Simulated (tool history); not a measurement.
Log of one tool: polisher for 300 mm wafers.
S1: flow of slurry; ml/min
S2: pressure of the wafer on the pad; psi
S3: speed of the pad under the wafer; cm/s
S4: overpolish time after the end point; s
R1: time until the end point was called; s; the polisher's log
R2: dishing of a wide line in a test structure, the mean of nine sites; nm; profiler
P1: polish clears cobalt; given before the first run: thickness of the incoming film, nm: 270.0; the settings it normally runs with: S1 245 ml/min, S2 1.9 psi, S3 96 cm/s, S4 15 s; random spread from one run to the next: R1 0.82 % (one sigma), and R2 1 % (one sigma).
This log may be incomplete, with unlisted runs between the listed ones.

run  hour   S1   S2   S3  S4      R1      R2
  1  10.8  245  1.9   96  15   71.49  28.177
  2  20.1  245  1.9   96  29  70.897   33.94
     21.4  -- head pressure recalibrated
  3  33.8  245  1.9   96  15  70.721  28.196
  4  41.8  245  1.9   96  15   69.87  28.441
  5  53.6  245  1.9   46  15  146.63  19.227
  6  63.9  350  1.9   96  15  68.186  28.617
  7    71  245  1.9   96  15   70.56  28.051
  8  80.3  245  1.9   96   4  70.726  12.522
  9  91.1  245  1.9  150  15  44.722  32.498
 10  99.9  245  0.9   96  15  148.83  19.111
 11   110  245  2.5   96  15  52.545  31.293

Run 12 has not been measured yet. What should we expect?
 12  120.8  245  1.9  96  15   ?   ?

R1: 70.686 s
R2: 27.846 nm
